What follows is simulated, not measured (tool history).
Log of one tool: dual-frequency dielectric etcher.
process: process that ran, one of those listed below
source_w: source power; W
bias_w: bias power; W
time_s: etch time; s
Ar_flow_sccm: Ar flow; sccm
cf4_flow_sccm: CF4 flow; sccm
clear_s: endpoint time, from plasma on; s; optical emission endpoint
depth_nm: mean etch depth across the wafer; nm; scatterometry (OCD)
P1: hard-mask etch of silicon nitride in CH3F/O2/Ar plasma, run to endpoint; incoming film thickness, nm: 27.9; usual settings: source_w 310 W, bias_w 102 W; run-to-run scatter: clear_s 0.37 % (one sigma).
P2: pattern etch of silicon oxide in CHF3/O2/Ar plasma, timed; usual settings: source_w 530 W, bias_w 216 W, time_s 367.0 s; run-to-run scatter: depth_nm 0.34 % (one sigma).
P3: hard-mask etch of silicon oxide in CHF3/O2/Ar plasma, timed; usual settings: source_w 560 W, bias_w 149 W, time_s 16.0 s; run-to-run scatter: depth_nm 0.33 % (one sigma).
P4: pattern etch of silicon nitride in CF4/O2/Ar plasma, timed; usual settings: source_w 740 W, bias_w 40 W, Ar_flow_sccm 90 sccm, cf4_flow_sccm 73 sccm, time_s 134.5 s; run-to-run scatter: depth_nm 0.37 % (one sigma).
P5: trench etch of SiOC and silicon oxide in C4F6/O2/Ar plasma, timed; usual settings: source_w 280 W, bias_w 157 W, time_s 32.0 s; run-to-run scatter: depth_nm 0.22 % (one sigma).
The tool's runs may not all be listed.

run     day  process  source_w  bias_w  time_s  Ar_flow_sccm  cf4_flow_sccm  hours since the last wet clean  hours since the last source power generator calibration  hours since the last bias power generator calibration  clear_s  depth_nm
  1   0.258       P1       310     102                                                                250.3                                                    546.6                                                 1088.3   39.562
  2   0.488       P1       310     102                                                                255.8                                                    552.1                                                 1093.8   39.430
  3   0.762       P1       310     102                                                                262.4                                                    558.7                                                 1100.4   39.705
  4   0.925       P5       280      93    32.0                                                        266.3                                                    562.6                                                 1104.3             44.718
  5   1.088       P1       180     102                                                                270.2                                                    566.5                                                 1108.2   47.981
  6   1.279       P2       530     306   367.0                                                        274.8                                                    571.1                                                 1112.8            846.320
  7   1.604       P2       530     216   549.5                                                        282.6                                                    578.9                                                 1120.6           1126.100
  8   1.950       P3       560     149    16.0                                                        290.9                                                    587.2                                                 1128.9             29.233
  9   2.262       P4       740      40   134.5            90            103                           298.4                                                    594.7                                                 1136.4            349.430
 10   2.433       P4       510      40   134.5            90             73                           302.5                                                    598.8                                                 1140.5            238.660
 11   2.658       P1       310     137                                                                307.9                                                    604.2                                                 1145.9   35.288
 12   2.921       P3       560     203    16.0                                                        314.2                                                    610.5                                                 1152.2             32.313
 13   3.133       P4       740      40   134.5            90             73                           319.3                                                    615.6                                                 1157.3            331.220
 14   3.458       P4       740      40   134.5           115             73                           327.1                                                    623.4                                                 1165.1            318.600
 15   3.758       P4       740      23   134.5            90             73                           334.3                                                    630.6                                                 1172.3            277.600
 16   3.971       P1       310     102                                                                339.4                                                    635.7                                                 1177.4   39.761
 17   4.296       P3       560     149    16.0                                                        347.2                                                    643.5                                                 1185.2             29.062
 18   4.512       P4       740      40    74.0            90             73                           352.4                                                    648.7                                                 1190.4            181.920
 19   4.829       P5       280     157    43.0                                                        360.0                                                    656.3                                                 1198.0             69.962
 20   5.150       P1       310      70                                                                367.7                                                    664.0                                                 1205.7   45.386
 21   5.446       P1       390     137                                                                374.8                                                    671.1                                                 1212.8   32.496
 22   5.650       P1       210     133                                                                379.7                                                    676.0                                                 1217.7   41.474
 23   5.996       P2       360     216   367.0                                                        388.0                                                    684.3                                                 1226.0            642.880
 24   6.233       P5       400     157    32.0                                                        393.7                                                    690.0                                                 1231.7             60.306
 25   6.550       P3       560     149    21.0                                                        401.3                                                    697.6                                                 1239.3             38.298
 26   6.908       P1       410     102                                                                409.9                                                    706.2                                                 1247.9   35.469
 27   7.100       P5       280     157    32.0                                                        414.5                                                    710.8                                                 1252.5             52.081
 28   7.283       P1       310     102                                                                418.9                                                    715.2                                                 1256.9   39.430
 29   7.571       P1       310     102                                                                425.8                                                    722.1                                                 1263.8   39.545
 30   7.733       P2       530     216   367.0                                                        429.7                                                    726.0                                                 1267.7            751.270
 31   7.929       P3       780     149    16.0                                                        434.4                                                    730.7                                                 1272.4             33.193
 32   8.225       P1       310     102                                                                441.5                                                    737.8                                                 1279.5   39.715
 33   8.562       P1       310     102                                                                449.6                                                    745.9                                                 1287.6   39.965
 34   8.804       P1       310     102                                                                455.4                                                    751.7                                                 1293.4   39.962
 35   9.112       P1       310     102                                                                462.8                                                    759.1                                                 1300.8   40.237
      9.142  -- wet clean of the chamber
 36   9.417       P1       310     102                                                                  6.6                                                    766.4                                                 1308.1   39.895
 37   9.633       P1       310     102                                                                 11.8                                                    771.6                                                 1313.3   40.429
 38   9.850       P1       310     102                                                                 17.0                                                    776.8                                                 1318.5   40.169
 39  10.033       P1       310     102                                                                 21.4                                                    781.2                                                 1322.9   40.283
 40  10.279       P1       310     102                                                                 27.3                                                    787.1                                                 1328.8   40.285

What P1 gives has crept away from where it was. These 2 causes fit the log equally well, each at the size given:
A: bias power that arrives under what is set, % = 4.9
B: source power that arrives under what is set, % = 4.94
The creep began at about day 8.225.
Why every other cause is out:
chamber walls in a state that lowers the etch rate, %: serviced at day 9.142, which brought nothing back

4 check runs are offered, one wafer each, their results left as question marks. Which one tells the causes apart?
check 1  10.525       P4       740      40    81.5            90             73                                                                                                                                                                  ?
check 2  10.525       P2       530     302   538.0                                                                                                                                                                                               ?
check 3  10.525       P3       560     183    16.0                                                                                                                                                                                               ?
check 4  10.525       P5       370     157    32.0                                                                                                                                                                                               ?

What each check would give under each cause:
  check    result      if A      if B
check 1  depth_nm   197.370   192.170
check 2  depth_nm  1213.600  1213.300
check 3  depth_nm    30.649    30.576
check 4  depth_nm    57.314    57.062
How far apart the two closest causes lie, in the result that separates them most: check 1 2.67 %; check 2 0.02 %; check 3 0.24 %; check 4 0.44 %
Check 1 tells the causes apart: in the others they would give nearly the same result.

Check 1 was then run and gave: depth_nm 192.700 nm. Which cause is it?

It is B: source power that arrives under what is set, %.
